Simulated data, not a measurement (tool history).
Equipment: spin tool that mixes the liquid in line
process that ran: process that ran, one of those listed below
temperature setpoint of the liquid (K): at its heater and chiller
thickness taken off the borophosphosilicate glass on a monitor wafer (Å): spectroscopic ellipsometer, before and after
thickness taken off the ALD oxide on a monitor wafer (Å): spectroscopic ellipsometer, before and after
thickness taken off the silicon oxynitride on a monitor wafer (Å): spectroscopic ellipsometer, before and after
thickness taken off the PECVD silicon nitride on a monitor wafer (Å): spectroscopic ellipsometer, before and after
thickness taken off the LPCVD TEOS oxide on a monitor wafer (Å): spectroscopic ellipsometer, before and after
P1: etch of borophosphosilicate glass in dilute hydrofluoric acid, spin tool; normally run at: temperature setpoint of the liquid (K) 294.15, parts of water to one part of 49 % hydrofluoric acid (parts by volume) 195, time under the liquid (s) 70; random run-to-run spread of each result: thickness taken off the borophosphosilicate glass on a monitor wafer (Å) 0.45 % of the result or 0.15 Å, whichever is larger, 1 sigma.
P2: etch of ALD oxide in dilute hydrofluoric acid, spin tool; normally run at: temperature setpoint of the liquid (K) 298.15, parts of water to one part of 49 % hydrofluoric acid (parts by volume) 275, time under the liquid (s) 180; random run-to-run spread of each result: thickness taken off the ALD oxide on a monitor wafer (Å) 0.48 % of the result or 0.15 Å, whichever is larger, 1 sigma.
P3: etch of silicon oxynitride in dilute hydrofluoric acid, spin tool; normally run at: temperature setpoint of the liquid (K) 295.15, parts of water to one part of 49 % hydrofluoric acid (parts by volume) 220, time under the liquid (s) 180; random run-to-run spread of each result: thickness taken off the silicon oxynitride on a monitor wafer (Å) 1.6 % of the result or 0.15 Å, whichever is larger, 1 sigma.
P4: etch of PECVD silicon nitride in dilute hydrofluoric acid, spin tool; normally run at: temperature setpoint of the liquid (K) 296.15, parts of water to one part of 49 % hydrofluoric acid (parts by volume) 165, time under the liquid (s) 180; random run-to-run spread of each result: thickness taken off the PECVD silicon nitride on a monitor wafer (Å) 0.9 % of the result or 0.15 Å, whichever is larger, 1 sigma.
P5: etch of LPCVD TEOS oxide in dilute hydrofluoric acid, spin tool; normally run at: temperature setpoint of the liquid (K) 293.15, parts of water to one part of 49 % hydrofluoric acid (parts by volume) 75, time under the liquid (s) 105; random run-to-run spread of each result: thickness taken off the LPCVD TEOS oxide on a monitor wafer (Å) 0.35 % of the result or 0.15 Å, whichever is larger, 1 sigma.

run   hour  process that ran  temperature setpoint of the liquid (K)  parts of water to one part of 49 % hydrofluoric acid (parts by volume)  time under the liquid (s)  thickness taken off the borophosphosilicate glass on a monitor wafer (Å)  thickness taken off the ALD oxide on a monitor wafer (Å)  thickness taken off the silicon oxynitride on a monitor wafer (Å)  thickness taken off the PECVD silicon nitride on a monitor wafer (Å)  thickness taken off the LPCVD TEOS oxide on a monitor wafer (Å)
  1    9.8                P1                                  294.15                                                                     195                         70                                                                   123.700
  2   17.7                P2                                  298.15                                                                     275                        180                                                                                                                              83.398
  3   29.4                P3                                  295.15                                                                      50                        180                                                                                                                                                                                                85.2830
  4   39.8                P4                                  290.65                                                                     165                        180                                                                                                                                                                                                                                                                       19.827
  5   49.8                P4                                  296.15                                                                     165                        180                                                                                                                                                                                                                                                                       28.570
  6   57.9                P5                                  293.15                                                                      75                         25                                                                                                                                                                                                                                                                                                                                        72.771
  7   64.5                P1                                  294.15                                                                     270                         70                                                                    83.783
  8   76.3                P1                                  290.15                                                                     285                         70                                                                    67.626
  9   86.7                P4                                  296.15                                                                     165                        180                                                                                                                                                                                                                                                                       28.243
 10   99.8                P2                                  298.15                                                                     275                         25                                                                                                                              11.415
 11  106.2                P5                                  300.15                                                                      75                        105                                                                                                                                                                                                                                                                                                                                       404.810
 12  115.1                P1                                  294.15                                                                     195                         70                                                                   124.190
 13  124.2                P1                                  290.15                                                                     115                         70                                                                   195.030
 14  136.9                P5                                  293.15                                                                      75                        105                                                                                                                                                                                                                                                                                                                                       304.790
 15  149.3                P4                                  296.15                                                                      45                        180                                                                                                                                                                                                                                                                      102.500
 16  161.8                P5                                  293.15                                                                      75                        105                                                                                                                                                                                                                                                                                                                                       305.560
 17  172.3                P3                                  303.15                                                                     220                        180                                                                                                                                                                                                24.2940
     172.9  -- thermometer replaced
 18  178.6                P4                                  296.15                                                                     165                        345                                                                                                                                                                                                                                                                       55.206
 19  186.2                P1                                  294.15                                                                     195                        125                                                                   223.030
 20  197.7                P2                                  298.15                                                                      85                        180                                                                                                                             335.690
 21  204.9                P1                                  294.15                                                                     195                         70                                                                   124.550
 22  211.5                P3                                  295.15                                                                     220                         15                                                                                                                                                                                                 1.2553

What does the tool deliver on the next run?
 23  218.8                P1                                  298.15                                                                     195                         70                                                                         ?

thickness taken off the borophosphosilicate glass on a monitor wafer (Å): 145.550
